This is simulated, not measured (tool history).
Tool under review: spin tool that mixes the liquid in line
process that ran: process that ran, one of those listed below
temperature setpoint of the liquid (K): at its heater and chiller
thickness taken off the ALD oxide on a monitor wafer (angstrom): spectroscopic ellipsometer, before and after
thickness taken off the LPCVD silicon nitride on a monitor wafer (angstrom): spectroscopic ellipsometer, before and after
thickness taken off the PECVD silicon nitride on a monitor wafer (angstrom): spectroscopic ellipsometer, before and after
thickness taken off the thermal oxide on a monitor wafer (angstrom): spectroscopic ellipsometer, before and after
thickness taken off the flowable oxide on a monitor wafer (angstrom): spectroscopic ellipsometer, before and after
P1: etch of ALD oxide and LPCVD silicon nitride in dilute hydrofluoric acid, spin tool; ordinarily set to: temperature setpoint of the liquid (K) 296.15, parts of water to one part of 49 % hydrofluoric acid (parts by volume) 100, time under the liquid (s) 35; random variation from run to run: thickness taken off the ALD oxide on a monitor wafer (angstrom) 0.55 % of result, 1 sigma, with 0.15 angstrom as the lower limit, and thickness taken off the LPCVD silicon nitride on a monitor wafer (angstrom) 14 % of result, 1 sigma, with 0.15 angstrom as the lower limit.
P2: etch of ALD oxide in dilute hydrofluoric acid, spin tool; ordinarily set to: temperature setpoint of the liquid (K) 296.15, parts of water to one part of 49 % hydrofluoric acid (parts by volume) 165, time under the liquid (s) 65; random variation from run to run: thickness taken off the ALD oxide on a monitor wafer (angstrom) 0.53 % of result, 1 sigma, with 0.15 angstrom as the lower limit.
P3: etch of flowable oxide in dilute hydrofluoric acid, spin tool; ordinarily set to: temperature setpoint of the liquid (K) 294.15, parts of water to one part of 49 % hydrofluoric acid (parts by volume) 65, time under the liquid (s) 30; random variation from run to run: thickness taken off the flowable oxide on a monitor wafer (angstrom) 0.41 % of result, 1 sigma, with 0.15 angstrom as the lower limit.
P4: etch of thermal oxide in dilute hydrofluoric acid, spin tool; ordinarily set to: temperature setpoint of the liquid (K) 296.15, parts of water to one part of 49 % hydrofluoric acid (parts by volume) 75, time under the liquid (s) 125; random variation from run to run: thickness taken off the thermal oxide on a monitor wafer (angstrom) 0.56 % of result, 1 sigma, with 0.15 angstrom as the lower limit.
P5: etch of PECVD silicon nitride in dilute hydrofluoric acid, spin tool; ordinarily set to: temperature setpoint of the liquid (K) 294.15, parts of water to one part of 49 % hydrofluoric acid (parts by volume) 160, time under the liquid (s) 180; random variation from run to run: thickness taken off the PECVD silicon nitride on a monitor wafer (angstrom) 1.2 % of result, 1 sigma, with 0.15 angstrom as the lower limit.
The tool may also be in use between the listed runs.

run,day,process that ran,temperature setpoint of the liquid (K),parts of water to one part of 49 % hydrofluoric acid (parts by volume),time under the liquid (s),thickness taken off the ALD oxide on a monitor wafer (angstrom),thickness taken off the LPCVD silicon nitride on a monitor wafer (angstrom),thickness taken off the PECVD silicon nitride on a monitor wafer (angstrom),thickness taken off the thermal oxide on a monitor wafer (angstrom),thickness taken off the flowable oxide on a monitor wafer (angstrom)
1,0.321,P1,296.15,100,35,62.882,1.69710,,,
2,0.783,P5,294.15,160,180,,,24.003,,
3,1.267,P1,296.15,100,70,124.700,3.41830,,,
4,1.704,P5,294.15,160,180,,,23.020,,
5,2.212,P1,296.15,100,35,62.495,1.69040,,,
6,2.712,P2,296.15,165,15,14.536,,,,
7,3.054,P4,296.15,125,125,,,,44.547,
8,3.679,P1,296.15,145,35,41.214,1.13160,,,
9,4.000,P3,294.15,65,30,,,,,142.130
10,4.658,P2,296.15,165,65,63.450,,,,
11,5.217,P1,296.15,100,35,62.216,1.77820,,,
12,5.575,P2,290.15,165,65,49.605,,,,
13,5.900,P1,296.15,100,35,62.180,1.55580,,,
14,6.358,P1,296.15,40,15,71.469,1.85390,,,
15,6.771,P3,294.15,110,30,,,,,79.601
16,7.142,P4,302.65,75,125,,,,100.150,
17,7.617,P1,291.65,100,60,89.446,1.74960,,,
18,8.225,P1,290.15,30,35,175.350,2.78530,,,
19,8.558,P1,296.15,100,35,62.282,1.18370,,,
20,8.875,P1,296.15,100,35,62.479,1.10680,,,
21,9.242,P1,296.15,40,35,167.580,2.79200,,,
22,9.762,P3,294.15,65,50,,,,,235.990
23,10.071,P4,296.15,75,125,,,,78.424,
24,10.575,P3,302.15,65,30,,,,,195.990
25,10.979,P5,294.15,160,345,,,45.719,,
26,11.538,P4,296.15,75,220,,,,136.660,
27,11.946,P5,294.15,90,180,,,41.473,,
28,12.508,P1,296.15,100,15,26.978,0.51745,,,
29,13.117,P5,290.15,160,180,,,18.586,,
30,13.529,P1,292.15,100,35,53.603,1.08360,,,
31,13.846,P2,296.15,165,65,62.838,,,,
32,14.483,P2,296.15,90,65,124.760,,,,
33,15.046,P1,302.65,100,35,80.538,2.57310,,,
34,15.429,P1,296.15,100,35,63.028,0.94714,,,
35,15.796,P1,296.15,100,35,63.756,1.71170,,,
36,16.275,P1,296.15,100,35,65.494,1.31770,,,
37,16.917,P1,296.15,100,35,65.968,2.43640,,,
38,17.292,P1,296.15,100,35,66.537,1.08860,,,
39,17.900,P1,296.15,100,35,67.269,1.75270,,,
40,18.342,P1,296.15,100,35,67.268,1.99710,,,
41,19.025,P1,296.15,100,35,67.883,2.12230,,,
42,19.596,P1,296.15,100,35,67.276,1.28690,,,

The log shows P1 creeping away from where it was. Any of the 2 causes listed here, at the size stated for it, fits the log just as well as the others:
A: liquid hotter than its thermometer reads (K) = 2.03
B: hydrofluoric acid flow above the setpoint (%) = 7.44
The process output started creeping at around day 15.429.

The 4 check runs listed below each average the results of 2 wafers, and their outcomes are marked with question marks. Under which run would the listed causes produce clearly different results?
check 1,20.167,P3,298.15,80,30,,,,,?
check 2,20.167,P2,293.15,165,65,?,,,,
check 3,20.167,P4,302.65,75,125,,,,?,
check 4,20.167,P5,294.15,160,275,,,?,,

If the cause were each of the candidates in turn, the checks would give the following:
check,result,if A,if B
check 1,thickness taken off the flowable oxide on a monitor wafer (angstrom),143.920,143.740
check 2,thickness taken off the ALD oxide on a monitor wafer (angstrom),60.457,60.720
check 3,thickness taken off the thermal oxide on a monitor wafer (angstrom),108.870,109.070
check 4,thickness taken off the PECVD silicon nitride on a monitor wafer (angstrom),41.134,38.639
Smallest distance between any two causes, each pair judged by its most separating result, in per cent: check 1 0.12 %; check 2 0.43 %; check 3 0.18 %; check 4 6.26 %
The other checks would show nearly matching results whichever cause is true, so check 4 is the only one that separates the causes.

Here is what check 4 returned: thickness taken off the PECVD silicon nitride on a monitor wafer (angstrom) 41.552. Which cause is it?

The cause is A: liquid hotter than its thermometer reads (K).
